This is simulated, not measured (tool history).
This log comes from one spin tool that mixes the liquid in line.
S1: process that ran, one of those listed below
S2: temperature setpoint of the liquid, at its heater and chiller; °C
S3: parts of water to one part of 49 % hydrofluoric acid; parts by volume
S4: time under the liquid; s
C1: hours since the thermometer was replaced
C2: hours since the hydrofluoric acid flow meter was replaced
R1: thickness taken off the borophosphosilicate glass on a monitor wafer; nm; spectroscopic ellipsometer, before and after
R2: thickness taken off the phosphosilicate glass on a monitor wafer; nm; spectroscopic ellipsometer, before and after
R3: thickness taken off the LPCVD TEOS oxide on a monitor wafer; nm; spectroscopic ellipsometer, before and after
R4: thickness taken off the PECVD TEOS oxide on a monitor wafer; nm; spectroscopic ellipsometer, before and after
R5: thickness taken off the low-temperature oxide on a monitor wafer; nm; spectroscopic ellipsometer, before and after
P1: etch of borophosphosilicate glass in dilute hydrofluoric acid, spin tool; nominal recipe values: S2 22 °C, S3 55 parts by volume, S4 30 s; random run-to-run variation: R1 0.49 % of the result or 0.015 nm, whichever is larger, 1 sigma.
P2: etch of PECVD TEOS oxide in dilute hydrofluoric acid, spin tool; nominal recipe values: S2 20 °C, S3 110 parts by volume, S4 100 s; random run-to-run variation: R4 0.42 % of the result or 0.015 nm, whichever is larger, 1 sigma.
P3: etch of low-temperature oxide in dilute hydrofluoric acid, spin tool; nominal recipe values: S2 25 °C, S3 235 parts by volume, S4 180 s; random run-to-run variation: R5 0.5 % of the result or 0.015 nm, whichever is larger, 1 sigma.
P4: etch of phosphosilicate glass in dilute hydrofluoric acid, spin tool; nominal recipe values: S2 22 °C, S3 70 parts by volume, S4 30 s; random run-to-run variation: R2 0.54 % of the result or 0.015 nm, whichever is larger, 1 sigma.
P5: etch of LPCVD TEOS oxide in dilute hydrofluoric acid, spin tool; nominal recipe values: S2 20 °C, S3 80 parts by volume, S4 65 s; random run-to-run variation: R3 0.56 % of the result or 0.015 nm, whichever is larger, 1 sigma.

| run | hour | S1 | S2 | S3 | S4 | C1 | C2 | R1 | R2 | R3 | R4 | R5 |
|---|---|---|---|---|---|---|---|---|---|---|---|---|
| 1 | 4 | P1 | 22 | 55 | 30 | 213.7 | 422.8 | 21.435 |  |  |  |  |
| 2 | 6.4 | P4 | 22 | 70 | 15 | 216.1 | 425.2 |  | 19.792 |  |  |  |
| 3 | 10.2 | P5 | 20 | 80 | 15 | 219.9 | 429 |  |  | 3.9633 |  |  |
| 4 | 13.2 | P2 | 20 | 110 | 100 | 222.9 | 432 |  |  |  | 9.0146 |  |
| 5 | 18.1 | P5 | 27.5 | 80 | 65 | 227.8 | 436.9 |  |  | 23.223 |  |  |
| 6 | 21.7 | P5 | 20 | 45 | 65 | 231.4 | 440.5 |  |  | 31.519 |  |  |
| 7 | 25.4 | P2 | 20 | 150 | 100 | 235.1 | 444.2 |  |  |  | 6.3274 |  |
| 8 | 29.7 | P1 | 17 | 55 | 30 | 239.4 | 448.5 | 17.418 |  |  |  |  |
| 9 | 33.8 | P5 | 20 | 80 | 65 | 243.5 | 452.6 |  |  | 17.268 |  |  |
| 10 | 36.5 | P1 | 28.5 | 55 | 15 | 246.2 | 455.3 | 14.029 |  |  |  |  |
| 11 | 39.3 | P3 | 31.5 | 235 | 180 | 249 | 458.1 |  |  |  |  | 20.793 |
|  | 39.5 | thermometer replaced |
| 12 | 42.4 | P4 | 22 | 40 | 30 | 2.9 | 461.2 |  | 72.579 |  |  |  |
| 13 | 44.9 | P1 | 22 | 55 | 15 | 5.4 | 463.7 | 10.83 |  |  |  |  |
| 14 | 48.8 | P1 | 22 | 55 | 30 | 9.3 | 467.6 | 21.656 |  |  |  |  |
| 15 | 53.1 | P1 | 18.5 | 55 | 50 | 13.6 | 471.9 | 31.023 |  |  |  |  |
| 16 | 57.5 | P1 | 22 | 55 | 60 | 18 | 476.3 | 43.34 |  |  |  |  |
| 17 | 59.9 | P1 | 22 | 30 | 30 | 20.4 | 478.7 | 41.052 |  |  |  |  |
| 18 | 65 | P1 | 22 | 55 | 30 | 25.5 | 483.8 | 21.645 |  |  |  |  |
| 19 | 68.2 | P1 | 22 | 55 | 30 | 28.7 | 487 | 21.756 |  |  |  |  |
| 20 | 72.6 | P5 | 20 | 80 | 65 | 33.1 | 491.4 |  |  | 17.203 |  |  |
| 21 | 76.7 | P4 | 17 | 70 | 30 | 37.2 | 495.5 |  | 32.013 |  |  |  |
| 22 | 78.9 | P4 | 22 | 70 | 30 | 39.4 | 497.7 |  | 39.706 |  |  |  |
| 23 | 83.3 | P3 | 25 | 355 | 180 | 43.8 | 502.1 |  |  |  |  | 9.6636 |
| 24 | 87.9 | P2 | 20 | 110 | 180 | 48.4 | 506.7 |  |  |  | 16.124 |  |
| 25 | 91.4 | P2 | 20 | 110 | 100 | 51.9 | 510.2 |  |  |  | 9.0417 |  |
| 26 | 94 | P1 | 22 | 55 | 30 | 54.5 | 512.8 | 21.648 |  |  |  |  |
| 27 | 96.6 | P1 | 22 | 95 | 30 | 57.1 | 515.4 | 11.877 |  |  |  |  |
| 28 | 101.4 | P1 | 22 | 55 | 30 | 61.9 | 520.2 | 21.68 |  |  |  |  |
| 29 | 104.6 | P1 | 28.5 | 55 | 30 | 65.1 | 523.4 | 28.076 |  |  |  |  |
| 30 | 108.8 | P3 | 25 | 235 | 25 | 69.3 | 527.6 |  |  |  |  | 2.2805 |
| 31 | 111 | P4 | 22 | 70 | 30 | 71.5 | 529.8 |  | 39.517 |  |  |  |
| 32 | 114.9 | P3 | 25 | 235 | 180 | 75.4 | 533.7 |  |  |  |  | 16.402 |
| 33 | 117.5 | P2 | 17 | 110 | 100 | 78 | 536.3 |  |  |  | 7.8692 |  |
| 34 | 121.6 | P1 | 22 | 55 | 30 | 82.1 | 540.4 | 21.649 |  |  |  |  |
| 35 | 125.7 | P1 | 22 | 55 | 30 | 86.2 | 544.5 | 20.94 |  |  |  |  |
| 36 | 130.2 | P1 | 22 | 55 | 30 | 90.7 | 549 | 20.31 |  |  |  |  |
| 37 | 134.4 | P1 | 22 | 55 | 30 | 94.9 | 553.2 | 20.033 |  |  |  |  |
| 38 | 136.8 | P1 | 22 | 55 | 30 | 97.3 | 555.6 | 20.007 |  |  |  |  |
| 39 | 139.1 | P1 | 22 | 55 | 30 | 99.6 | 557.9 | 19.778 |  |  |  |  |
| 40 | 142.5 | P1 | 22 | 55 | 30 | 103 | 561.3 | 19.847 |  |  |  |  |
| 41 | 145.6 | P1 | 22 | 55 | 30 | 106.1 | 564.4 | 19.758 |  |  |  |  |
| 42 | 147.8 | P1 | 22 | 55 | 30 | 108.3 | 566.6 | 19.647 |  |  |  |  |
| 43 | 152.3 | P1 | 22 | 55 | 30 | 112.8 | 571.1 | 19.74 |  |  |  |  |

Run 44, settings as shown, results not yet in. Your forecast:
| 44 | 157.2 | P1 | 22 | 55 | 30 | 117.7 | 576 | ? |  |  |  |  |

R1: 19.711 nm
